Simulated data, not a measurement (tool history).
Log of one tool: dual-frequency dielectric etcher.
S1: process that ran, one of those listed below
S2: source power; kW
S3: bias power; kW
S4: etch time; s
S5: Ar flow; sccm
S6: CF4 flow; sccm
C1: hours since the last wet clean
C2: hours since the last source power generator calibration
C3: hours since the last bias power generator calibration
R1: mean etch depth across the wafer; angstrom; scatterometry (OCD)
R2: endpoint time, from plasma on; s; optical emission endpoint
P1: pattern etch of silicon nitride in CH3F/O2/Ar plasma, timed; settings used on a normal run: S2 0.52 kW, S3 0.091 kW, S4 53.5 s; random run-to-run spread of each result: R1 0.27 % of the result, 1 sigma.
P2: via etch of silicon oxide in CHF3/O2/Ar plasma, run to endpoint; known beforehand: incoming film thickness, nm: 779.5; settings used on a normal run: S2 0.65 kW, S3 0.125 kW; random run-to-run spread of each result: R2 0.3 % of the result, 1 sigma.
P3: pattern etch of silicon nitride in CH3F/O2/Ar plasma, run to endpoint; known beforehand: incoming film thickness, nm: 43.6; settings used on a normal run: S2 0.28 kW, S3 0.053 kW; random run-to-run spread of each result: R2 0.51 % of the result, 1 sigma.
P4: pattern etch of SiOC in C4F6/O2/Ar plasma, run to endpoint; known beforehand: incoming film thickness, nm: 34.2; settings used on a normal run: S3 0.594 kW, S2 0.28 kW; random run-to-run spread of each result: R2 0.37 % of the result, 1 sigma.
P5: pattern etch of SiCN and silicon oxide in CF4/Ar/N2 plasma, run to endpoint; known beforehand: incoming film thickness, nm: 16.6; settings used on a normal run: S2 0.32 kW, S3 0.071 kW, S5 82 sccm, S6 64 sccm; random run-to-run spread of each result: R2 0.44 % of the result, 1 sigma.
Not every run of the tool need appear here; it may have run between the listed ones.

Run 1, hour 15.4: S1 P1, S2 0.52 kW, S3 0.091 kW, S4 53.5 s; C1 101.3; C2 1599.5; C3 708.7. Result: R1 444.48 angstrom.
Run 2, hour 24: S1 P2, S2 0.65 kW, S3 0.125 kW; C1 109.9; C2 1608.1; C3 717.3. Result: R2 432.52 s.
Run 3, hour 39.7: S1 P3, S2 0.39 kW, S3 0.053 kW; C1 125.6; C2 1623.8; C3 733. Result: R2 71.351 s.
Run 4, hour 49.7: S1 P1, S2 0.35 kW, S3 0.072 kW, S4 53.5 s; C1 135.6; C2 1633.8; C3 743. Result: R1 353.35 angstrom.
Run 5, hour 67.5: S1 P5, S2 0.32 kW, S3 0.071 kW, S5 52 sccm, S6 64 sccm; C1 153.4; C2 1651.6; C3 760.8. Result: R2 23.753 s.
Run 6, hour 76: S1 P4, S2 0.28 kW, S3 0.442 kW; C1 161.9; C2 1660.1; C3 769.3. Result: R2 14.068 s.
Run 7, hour 92.4: S1 P2, S2 0.65 kW, S3 0.125 kW; C1 178.3; C2 1676.5; C3 785.7. Result: R2 427.52 s.
Run 8, hour 100.9: S1 P3, S2 0.28 kW, S3 0.04 kW; C1 186.8; C2 1685; C3 794.2. Result: R2 88.707 s.
Run 9, hour 109.4: S1 P1, S2 0.52 kW, S3 0.113 kW, S4 53.5 s; C1 195.3; C2 1693.5; C3 802.7. Result: R1 480.02 angstrom.
Run 10, hour 121.7: S1 P1, S2 0.52 kW, S3 0.091 kW, S4 53.5 s; C1 207.6; C2 1705.8; C3 815. Result: R1 445.28 angstrom.
Run 11, hour 133.9: S1 P1, S2 0.52 kW, S3 0.091 kW, S4 53.5 s; C1 219.8; C2 1718; C3 827.2. Result: R1 444.05 angstrom.
At hour 141.5: wet clean of the chamber.
Run 12, hour 145: S1 P1, S2 0.52 kW, S3 0.091 kW, S4 53.5 s; C1 3.6; C2 1729.1; C3 838.3. Result: R1 443.99 angstrom.
Run 13, hour 156.6: S1 P5, S2 0.32 kW, S3 0.071 kW, S5 82 sccm, S6 64 sccm; C1 15.2; C2 1740.7; C3 849.9. Result: R2 25.216 s.
Run 14, hour 167: S1 P1, S2 0.52 kW, S3 0.091 kW, S4 53.5 s; C1 25.6; C2 1751.1; C3 860.3. Result: R1 444.61 angstrom.
Run 15, hour 181.8: S1 P1, S2 0.63 kW, S3 0.091 kW, S4 53.5 s; C1 40.4; C2 1765.9; C3 875.1. Result: R1 477.59 angstrom.
Run 16, hour 195.8: S1 P4, S2 0.28 kW, S3 0.594 kW; C1 54.4; C2 1779.9; C3 889.1. Result: R2 12.535 s.
Run 17, hour 213: S1 P1, S2 0.52 kW, S3 0.062 kW, S4 53.5 s; C1 71.6; C2 1797.1; C3 906.3. Result: R1 389.52 angstrom.
Run 18, hour 225.3: S1 P4, S2 0.28 kW, S3 0.594 kW; C1 83.9; C2 1809.4; C3 918.6. Result: R2 12.495 s.
Run 19, hour 242: S1 P5, S2 0.43 kW, S3 0.071 kW, S5 82 sccm, S6 64 sccm; C1 100.6; C2 1826.1; C3 935.3. Result: R2 19.312 s.
Run 20, hour 258.5: S1 P1, S2 0.52 kW, S3 0.091 kW, S4 53.5 s; C1 117.1; C2 1842.6; C3 951.8. Result: R1 446.43 angstrom.
Run 21, hour 272.7: S1 P2, S2 0.86 kW, S3 0.125 kW; C1 131.3; C2 1856.8; C3 966. Result: R2 385.62 s.
Run 22, hour 283.1: S1 P2, S2 0.65 kW, S3 0.164 kW; C1 141.7; C2 1867.2; C3 976.4. Result: R2 393.52 s.
Run 23, hour 302: S1 P5, S2 0.32 kW, S3 0.071 kW, S5 82 sccm, S6 89 sccm; C1 160.6; C2 1886.1; C3 995.3. Result: R2 24.015 s.
Run 24, hour 315.3: S1 P4, S2 0.39 kW, S3 0.594 kW; C1 173.9; C2 1899.4; C3 1008.6. Result: R2 11.115 s.
Run 25, hour 331.6: S1 P1, S2 0.52 kW, S3 0.091 kW, S4 53.5 s; C1 190.2; C2 1915.7; C3 1024.9. Result: R1 444.88 angstrom.
Run 26, hour 340.5: S1 P1, S2 0.52 kW, S3 0.091 kW, S4 73 s; C1 199.1; C2 1924.6; C3 1033.8. Result: R1 605.7 angstrom.
Run 27, hour 354: S1 P1, S2 0.34 kW, S3 0.059 kW, S4 53.5 s; C1 212.6; C2 1938.1; C3 1047.3. Result: R1 326.03 angstrom.
Run 28, hour 363.5: S1 P5, S2 0.32 kW, S3 0.043 kW, S5 82 sccm, S6 64 sccm; C1 222.1; C2 1947.6; C3 1056.8. Result: R2 29.674 s.
Run 29, hour 375.1: S1 P5, S2 0.32 kW, S3 0.071 kW, S5 82 sccm, S6 64 sccm; C1 233.7; C2 1959.2; C3 1068.4. Result: R2 25.018 s.
Run 30, hour 390.9: S1 P3, S2 0.28 kW, S3 0.053 kW; C1 249.5; C2 1975; C3 1084.2. Result: R2 81.142 s.
Run 31, hour 405.5: S1 P1, S2 0.35 kW, S3 0.091 kW, S4 53.5 s; C1 264.1; C2 1989.6; C3 1098.8. Result: R1 382.42 angstrom.
Run 32, hour 416.4: S1 P1, S2 0.52 kW, S3 0.091 kW, S4 30 s; C1 275; C2 2000.5; C3 1109.7. Result: R1 249.19 angstrom.
Run 33, hour 433.5: S1 P1, S2 0.52 kW, S3 0.091 kW, S4 53.5 s; C1 292.1; C2 2017.6; C3 1126.8. Result: R1 443.93 angstrom.
Run 34, hour 449.2: S1 P1, S2 0.52 kW, S3 0.091 kW, S4 53.5 s; C1 307.8; C2 2033.3; C3 1142.5. Result: R1 449.57 angstrom.
Run 35, hour 463.3: S1 P1, S2 0.52 kW, S3 0.091 kW, S4 53.5 s; C1 321.9; C2 2047.4; C3 1156.6. Result: R1 448.29 angstrom.
Run 36, hour 482: S1 P1, S2 0.52 kW, S3 0.091 kW, S4 53.5 s; C1 340.6; C2 2066.1; C3 1175.3. Result: R1 449.23 angstrom.
Run 37, hour 493.6: S1 P1, S2 0.52 kW, S3 0.091 kW, S4 53.5 s; C1 352.2; C2 2077.7; C3 1186.9. Result: R1 449.02 angstrom.
At hour 506.7: wet clean of the chamber.
Run 38, hour 511.5: S1 P1, S2 0.52 kW, S3 0.091 kW, S4 53.5 s; C1 4.8; C2 2095.6; C3 1204.8. Result: R1 450.66 angstrom.
Run 39, hour 522.4: S1 P1, S2 0.52 kW, S3 0.091 kW, S4 53.5 s; C1 15.7; C2 2106.5; C3 1215.7. Result: R1 450.81 angstrom.
Run 40, hour 537.6: S1 P1, S2 0.52 kW, S3 0.091 kW, S4 53.5 s; C1 30.9; C2 2121.7; C3 1230.9. Result: R1 449.85 angstrom.

P1 has crept away from where it was. The log is fitted equally well by each of these 2 causes, at the sizes shown:
A: bias power that arrives over what is set, % = 3.88
B: source power that arrives over what is set, % = 3.66
At approximately hour 433.5, the process output began to creep.
The rest of the possible causes, and what rules out each one:
chamber walls in a state that raises the etch rate, %: serviced after onset, at hour 506.7, with no recovery of the prior output

4 check runs are offered, each on 3 wafers whose results are averaged, their results left as question marks. Which one tells the causes apart?
Run check 1, hour 552.8: S1 P5, S2 0.32 kW, S3 0.053 kW, S5 82 sccm, S6 87 sccm. Result: R2 ?.
Run check 2, hour 552.8: S1 P2, S2 0.84 kW, S3 0.125 kW. Result: R2 ?.
Run check 3, hour 552.8: S1 P4, S2 0.39 kW, S3 0.594 kW. Result: R2 ?.
Run check 4, hour 552.8: S1 P3, S2 0.38 kW, S3 0.045 kW. Result: R2 ?.

Expected result of each check under each candidate cause:
  check  result    if A    if B
check 1      R2  26.242  25.709
check 2      R2  384.67  383.65
check 3      R2  10.932  10.948
check 4      R2  74.908  74.728
Smallest distance between any two causes, each pair judged by its most separating result, in per cent: check 1 2.05 %; check 2 0.26 %; check 3 0.14 %; check 4 0.24 %
The other checks would show nearly matching results whichever cause is true, so check 1 is the only one that separates the causes.

After running check 1, the following was obtained: R2 25.778 s. Which cause does this point to?

It is B: source power that arrives over what is set, %.
